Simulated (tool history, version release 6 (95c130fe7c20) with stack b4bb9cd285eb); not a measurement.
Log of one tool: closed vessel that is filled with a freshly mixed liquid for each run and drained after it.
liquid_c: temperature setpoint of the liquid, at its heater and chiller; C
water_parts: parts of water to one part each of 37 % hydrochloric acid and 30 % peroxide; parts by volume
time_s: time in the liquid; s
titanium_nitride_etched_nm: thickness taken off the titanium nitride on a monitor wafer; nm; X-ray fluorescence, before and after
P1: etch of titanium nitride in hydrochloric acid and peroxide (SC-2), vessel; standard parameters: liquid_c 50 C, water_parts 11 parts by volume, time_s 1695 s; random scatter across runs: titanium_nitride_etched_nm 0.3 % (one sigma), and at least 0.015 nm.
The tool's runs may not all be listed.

{"run": 1, "hour": 2.6, "liquid_c": 50, "water_parts": 11, "time_s": 1695, "titanium_nitride_etched_nm": 45.93}
{"run": 2, "hour": 5.4, "liquid_c": 60, "water_parts": 11, "time_s": 1695, "titanium_nitride_etched_nm": 86.984}
{"hour": 8.2, "done": "new drum of peroxide connected"}
{"run": 3, "hour": 8.5, "liquid_c": 35, "water_parts": 11, "time_s": 1695, "titanium_nitride_etched_nm": 16.015}
{"run": 4, "hour": 11.3, "liquid_c": 50, "water_parts": 7.5, "time_s": 2735, "titanium_nitride_etched_nm": 100.82}
{"run": 5, "hour": 15.6, "liquid_c": 50, "water_parts": 11, "time_s": 1695, "titanium_nitride_etched_nm": 45.705}
{"run": 6, "hour": 18.7, "liquid_c": 50, "water_parts": 11, "time_s": 1695, "titanium_nitride_etched_nm": 45.703}
{"run": 7, "hour": 22.2, "liquid_c": 50, "water_parts": 19, "time_s": 1695, "titanium_nitride_etched_nm": 28.331}
{"run": 8, "hour": 25.3, "liquid_c": 50, "water_parts": 4, "time_s": 1695, "titanium_nitride_etched_nm": 99.198}
{"run": 9, "hour": 27.8, "liquid_c": 50, "water_parts": 11, "time_s": 2430, "titanium_nitride_etched_nm": 65.772}
{"run": 10, "hour": 31.7, "liquid_c": 50, "water_parts": 16.5, "time_s": 2970, "titanium_nitride_etched_nm": 56.818}
{"run": 11, "hour": 36.3, "liquid_c": 50, "water_parts": 11, "time_s": 210, "titanium_nitride_etched_nm": 5.6326}
{"run": 12, "hour": 40.3, "liquid_c": 50, "water_parts": 11, "time_s": 1695, "titanium_nitride_etched_nm": 45.675}
{"run": 13, "hour": 43.4, "liquid_c": 50, "water_parts": 11, "time_s": 1695, "titanium_nitride_etched_nm": 45.736}
{"run": 14, "hour": 46.3, "liquid_c": 50, "water_parts": 11, "time_s": 1695, "titanium_nitride_etched_nm": 47.072}
{"run": 15, "hour": 50.4, "liquid_c": 50, "water_parts": 11, "time_s": 1695, "titanium_nitride_etched_nm": 48.138}
{"run": 16, "hour": 52.4, "liquid_c": 50, "water_parts": 11, "time_s": 1695, "titanium_nitride_etched_nm": 47.864}
{"run": 17, "hour": 55.3, "liquid_c": 50, "water_parts": 11, "time_s": 1695, "titanium_nitride_etched_nm": 48.441}

Predict the results of run 18:
{"run": 18, "hour": 57.8, "liquid_c": 50, "water_parts": 11, "time_s": 1695, "titanium_nitride_etched_nm": "?"}

{"run 18": {"titanium_nitride_etched_nm": 48.519}}
